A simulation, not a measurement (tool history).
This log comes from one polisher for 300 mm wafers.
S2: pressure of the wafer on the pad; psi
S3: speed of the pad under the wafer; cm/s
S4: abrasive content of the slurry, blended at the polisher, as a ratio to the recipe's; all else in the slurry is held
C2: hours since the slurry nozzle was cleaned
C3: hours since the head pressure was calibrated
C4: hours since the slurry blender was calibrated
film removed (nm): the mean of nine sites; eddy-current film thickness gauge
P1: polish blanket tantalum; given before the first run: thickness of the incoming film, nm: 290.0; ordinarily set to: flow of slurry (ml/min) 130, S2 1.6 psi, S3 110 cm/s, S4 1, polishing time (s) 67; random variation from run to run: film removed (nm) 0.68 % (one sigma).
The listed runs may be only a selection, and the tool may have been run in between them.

run 1 hour=8.4 | flow_of_slurry_(ml/min)=130 S2=1.6 S3=110 S4=1 polishing_time_(s)=67 | wafers_polished_on_this_pad=400 C2=243.2 C3=449.6 C4=352 | film_removed_(nm)=114.16
run 2 hour=26 | flow_of_slurry_(ml/min)=130 S2=0.7 S3=110 S4=1 polishing_time_(s)=67 | wafers_polished_on_this_pad=533 C2=260.8 C3=467.2 C4=369.6 | film_removed_(nm)=49.941
run 3 hour=44.5 | flow_of_slurry_(ml/min)=130 S2=1.6 S3=110 S4=1 polishing_time_(s)=67 | wafers_polished_on_this_pad=673 C2=279.3 C3=485.7 C4=388.1 | film_removed_(nm)=114.58
run 4 hour=58.7 | flow_of_slurry_(ml/min)=130 S2=1.6 S3=110 S4=1 polishing_time_(s)=67 | wafers_polished_on_this_pad=780 C2=293.5 C3=499.9 C4=402.3 | film_removed_(nm)=114.03
run 5 hour=68.3 | flow_of_slurry_(ml/min)=130 S2=1.6 S3=110 S4=1 polishing_time_(s)=67 | wafers_polished_on_this_pad=853 C2=303.1 C3=509.5 C4=411.9 | film_removed_(nm)=114.56
run 6 hour=78.5 | flow_of_slurry_(ml/min)=130 S2=2.2 S3=110 S4=1 polishing_time_(s)=67 | wafers_polished_on_this_pad=930 C2=313.3 C3=519.7 C4=422.1 | film_removed_(nm)=157.13
run 7 hour=92 | flow_of_slurry_(ml/min)=130 S2=1.6 S3=110 S4=1 polishing_time_(s)=36 | wafers_polished_on_this_pad=1032 C2=326.8 C3=533.2 C4=435.6 | film_removed_(nm)=62.233
run 8 hour=105.2 | flow_of_slurry_(ml/min)=130 S2=1.6 S3=110 S4=1.4 polishing_time_(s)=67 | wafers_polished_on_this_pad=1131 C2=340 C3=546.4 C4=448.8 | film_removed_(nm)=125.08
run 9 hour=114.7 | flow_of_slurry_(ml/min)=130 S2=1.6 S3=52 S4=1 polishing_time_(s)=67 | wafers_polished_on_this_pad=1203 C2=349.5 C3=555.9 C4=458.3 | film_removed_(nm)=53.875
run 10 hour=130 | flow_of_slurry_(ml/min)=190 S2=1.6 S3=110 S4=1 polishing_time_(s)=67 | wafers_polished_on_this_pad=1319 C2=364.8 C3=571.2 C4=473.6 | film_removed_(nm)=122.93
run 11 hour=147.4 | flow_of_slurry_(ml/min)=80 S2=1.6 S3=110 S4=1 polishing_time_(s)=67 | wafers_polished_on_this_pad=1450 C2=382.2 C3=588.6 C4=491 | film_removed_(nm)=101.81
run 12 hour=163.6 | flow_of_slurry_(ml/min)=130 S2=0.8 S3=110 S4=0.75 polishing_time_(s)=67 | wafers_polished_on_this_pad=1573 C2=398.4 C3=604.8 C4=507.2 | film_removed_(nm)=52.569
run 13 hour=179.2 | flow_of_slurry_(ml/min)=185 S2=1.6 S3=110 S4=0.7 polishing_time_(s)=67 | wafers_polished_on_this_pad=1691 C2=414 C3=620.4 C4=522.8 | film_removed_(nm)=108.29
run 14 hour=187.6 | flow_of_slurry_(ml/min)=130 S2=1.6 S3=174 S4=1 polishing_time_(s)=67 | wafers_polished_on_this_pad=1754 C2=422.4 C3=628.8 C4=531.2 | film_removed_(nm)=183.28
run 15 hour=198 | flow_of_slurry_(ml/min)=130 S2=1.6 S3=110 S4=0.5 polishing_time_(s)=67 | wafers_polished_on_this_pad=1833 C2=432.8 C3=639.2 C4=541.6 | film_removed_(nm)=89.977
run 16 hour=215.2 | flow_of_slurry_(ml/min)=130 S2=1.6 S3=110 S4=1 polishing_time_(s)=98 | wafers_polished_on_this_pad=1963 C2=450 C3=656.4 C4=558.8 | film_removed_(nm)=169.63
run 17 hour=228.8 | flow_of_slurry_(ml/min)=130 S2=1.6 S3=110 S4=1 polishing_time_(s)=67 | wafers_polished_on_this_pad=2065 C2=463.6 C3=670 C4=572.4 | film_removed_(nm)=112.54
run 18 hour=246.2 | flow_of_slurry_(ml/min)=130 S2=1.6 S3=110 S4=1 polishing_time_(s)=67 | wafers_polished_on_this_pad=2197 C2=481 C3=687.4 C4=589.8 | film_removed_(nm)=107.69
run 19 hour=256.6 | flow_of_slurry_(ml/min)=130 S2=1.6 S3=110 S4=1 polishing_time_(s)=67 | wafers_polished_on_this_pad=2276 C2=491.4 C3=697.8 C4=600.2 | film_removed_(nm)=105.59
-- hour=260.3 slurry blender recalibrated
run 20 hour=265.2 | flow_of_slurry_(ml/min)=130 S2=1.6 S3=110 S4=1 polishing_time_(s)=67 | wafers_polished_on_this_pad=2341 C2=500 C3=706.4 C4=4.9 | film_removed_(nm)=103.85
-- hour=268.1 worn pad replaced by a new one
run 21 hour=283.3 | flow_of_slurry_(ml/min)=130 S2=1.6 S3=110 S4=1 polishing_time_(s)=67 | wafers_polished_on_this_pad=114 C2=518.1 C3=724.5 C4=23 | film_removed_(nm)=103.34
run 22 hour=297.7 | flow_of_slurry_(ml/min)=130 S2=1.6 S3=110 S4=1 polishing_time_(s)=67 | wafers_polished_on_this_pad=223 C2=532.5 C3=738.9 C4=37.4 | film_removed_(nm)=102.14
run 23 hour=306 | flow_of_slurry_(ml/min)=130 S2=1.6 S3=110 S4=1 polishing_time_(s)=67 | wafers_polished_on_this_pad=286 C2=540.8 C3=747.2 C4=45.7 | film_removed_(nm)=102.8

What P1 gives has crept off from where it sat before. The 2 causes that follow fit the log equally well, each at the size noted:
A: slurry flow missing at the pad, % = 36.1
B: head's pressure below its setpoint, % = 10.3
Onset of the creep was near hour 228.8.
Other possible causes, and why each is ruled out:
removal rate lost through wear of the pad, %: serviced after onset, at hour 268.1, with no recovery of the prior output
abrasive missing from the slurry, %: serviced after onset, at hour 260.3, with no recovery of the prior output

Consider the 4 single-wafer check runs listed below, results given as question marks: which one distinguishes between the causes by giving clearly different results for each?
run check 1 hour=314.3 | flow_of_slurry_(ml/min)=130 S2=1.6 S3=66 S4=1 polishing_time_(s)=67 | film_removed_(nm)=?
run check 2 hour=314.3 | flow_of_slurry_(ml/min)=130 S2=1.6 S3=68 S4=0.6 polishing_time_(s)=67 | film_removed_(nm)=?
run check 3 hour=314.3 | flow_of_slurry_(ml/min)=80 S2=1.6 S3=88 S4=1 polishing_time_(s)=67 | film_removed_(nm)=?
run check 4 hour=314.3 | flow_of_slurry_(ml/min)=130 S2=1.6 S3=110 S4=0.55 polishing_time_(s)=67 | film_removed_(nm)=?

How each check would come out, cause by cause:
check=check_1 result=film_removed_(nm) if_A=61.718 if_B=61.702
check=check_2 result=film_removed_(nm) if_A=53.414 if_B=53.4
check=check_3 result=film_removed_(nm) if_A=69.085 if_B=72.993
check=check_4 result=film_removed_(nm) if_A=83.374 if_B=83.351
Minimum pairwise separation of causes per check, each pair taken at its best-separating result: check 1 0.03 %; check 2 0.03 %; check 3 5.5 %; check 4 0.03 %
Check 3 tells the causes apart: in the others they would give nearly the same result.

Check 3 has now been run. It gave: film removed (nm) 72.585. Which of the candidate causes is it?

It was cause B: head's pressure below its setpoint, %.

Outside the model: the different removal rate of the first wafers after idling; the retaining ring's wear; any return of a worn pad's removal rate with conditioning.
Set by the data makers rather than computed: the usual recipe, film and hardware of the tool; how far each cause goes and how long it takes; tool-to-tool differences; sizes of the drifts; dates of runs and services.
